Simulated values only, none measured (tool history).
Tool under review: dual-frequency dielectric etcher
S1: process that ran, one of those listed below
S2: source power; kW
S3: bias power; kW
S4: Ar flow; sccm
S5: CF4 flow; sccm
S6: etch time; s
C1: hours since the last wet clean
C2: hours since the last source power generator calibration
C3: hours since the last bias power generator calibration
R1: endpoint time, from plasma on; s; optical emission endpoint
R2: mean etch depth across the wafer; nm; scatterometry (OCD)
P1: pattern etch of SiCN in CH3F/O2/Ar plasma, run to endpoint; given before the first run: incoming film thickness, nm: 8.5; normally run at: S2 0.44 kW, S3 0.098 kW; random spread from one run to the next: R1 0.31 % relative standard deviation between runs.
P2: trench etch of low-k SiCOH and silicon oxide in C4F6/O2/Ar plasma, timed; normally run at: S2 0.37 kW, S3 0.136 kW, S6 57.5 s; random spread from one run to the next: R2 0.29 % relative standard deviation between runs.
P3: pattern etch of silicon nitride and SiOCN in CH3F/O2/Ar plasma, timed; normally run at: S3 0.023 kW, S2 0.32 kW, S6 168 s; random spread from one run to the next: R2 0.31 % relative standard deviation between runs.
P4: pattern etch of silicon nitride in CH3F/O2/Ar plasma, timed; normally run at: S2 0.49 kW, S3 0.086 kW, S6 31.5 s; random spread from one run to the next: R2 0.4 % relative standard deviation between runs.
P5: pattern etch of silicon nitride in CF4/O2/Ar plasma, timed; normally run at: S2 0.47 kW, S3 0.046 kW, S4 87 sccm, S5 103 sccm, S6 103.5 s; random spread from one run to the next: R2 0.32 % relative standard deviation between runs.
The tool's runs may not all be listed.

run,hour,S1,S2,S3,S4,S5,S6,C1,C2,C3,R1,R2
1,9.9,P1,0.44,0.098,,,,337.6,612.8,1258.1,19.7,
2,19.2,P1,0.44,0.098,,,,346.9,622.1,1267.4,19.651,
3,26,P1,0.6,0.134,,,,353.7,628.9,1274.2,15.712,
4,35.3,P5,0.47,0.046,54,103,103.5,363,638.2,1283.5,,191.4
5,41.1,P1,0.44,0.098,,,,368.8,644,1289.3,19.734,
6,48.4,P1,0.55,0.081,,,,376.1,651.3,1296.6,19.445,
7,59,P4,0.49,0.086,,,31.5,386.7,661.9,1307.2,,24.784
8,69.7,P5,0.47,0.046,87,138,103.5,397.4,672.6,1317.9,,186.96
9,77.8,P5,0.47,0.046,87,103,80,405.5,680.7,1326,,140.28
10,83.1,P4,0.37,0.086,,,31.5,410.8,686,1331.3,,22.196
11,92.6,P1,0.44,0.098,,,,420.3,695.5,1340.8,19.606,
# hour 94.3: source power generator calibrated
12,100.9,P5,0.61,0.046,87,103,103.5,428.6,6.7,1349.1,,227.43
13,106.4,P5,0.47,0.046,87,103,103.5,434.1,12.2,1354.6,,181.82
14,112.8,P4,0.49,0.065,,,31.5,440.5,18.6,1361,,22.417
15,119.3,P1,0.44,0.098,,,,447,25.1,1367.5,19.629,
16,128.2,P3,0.32,0.029,,,168,455.9,34,1376.4,,24.211
17,139.1,P2,0.37,0.104,,,57.5,466.8,44.9,1387.3,,145.71
18,145.3,P1,0.44,0.098,,,,473,51.1,1393.5,19.642,
19,150.7,P4,0.49,0.086,,,31.5,478.4,56.5,1398.9,,24.699
20,157.6,P1,0.31,0.098,,,,485.3,63.4,1405.8,22.452,
21,168.4,P5,0.47,0.046,87,103,103.5,496.1,74.2,1416.6,,181.22
22,178.9,P1,0.56,0.098,,,,506.6,84.7,1427.1,18.067,
23,187.3,P1,0.44,0.098,,,,515,93.1,1435.5,19.722,
24,196.8,P4,0.49,0.086,,,22,524.5,102.6,1445,,17.329
25,205.9,P2,0.37,0.136,,,57.5,533.6,111.7,1454.1,,158
26,217.7,P1,0.44,0.136,,,,545.4,123.5,1465.9,17.325,
27,228.3,P2,0.37,0.136,,,32.5,556,134.1,1476.5,,89.767
28,237,P3,0.32,0.023,,,168,564.7,142.8,1485.2,,21.841
29,248.1,P3,0.32,0.023,,,222.5,575.8,153.9,1496.3,,28.886
30,257.1,P3,0.32,0.023,,,168,584.8,162.9,1505.3,,21.662
31,265.1,P2,0.48,0.136,,,57.5,592.8,170.9,1513.3,,175.33
32,276.5,P3,0.23,0.023,,,168,604.2,182.3,1524.7,,19.369
33,287.9,P5,0.47,0.057,87,103,103.5,615.6,193.7,1536.1,,196.29
34,294,P1,0.44,0.067,,,,621.7,199.8,1542.2,22.553,
35,305.8,P1,0.44,0.098,,,,633.5,211.6,1554,19.656,
36,315.6,P1,0.44,0.098,,,,643.3,221.4,1563.8,19.591,
37,326.8,P1,0.44,0.098,,,,654.5,232.6,1575,19.546,
# hour 327.1: wet clean of the chamber
38,334.7,P1,0.44,0.098,,,,7.7,240.5,1582.9,19.437,

Predict the results of run 39:
39,341.1,P1,0.44,0.098,,,,14.1,246.9,1589.3,?,

R1: 19.49 s
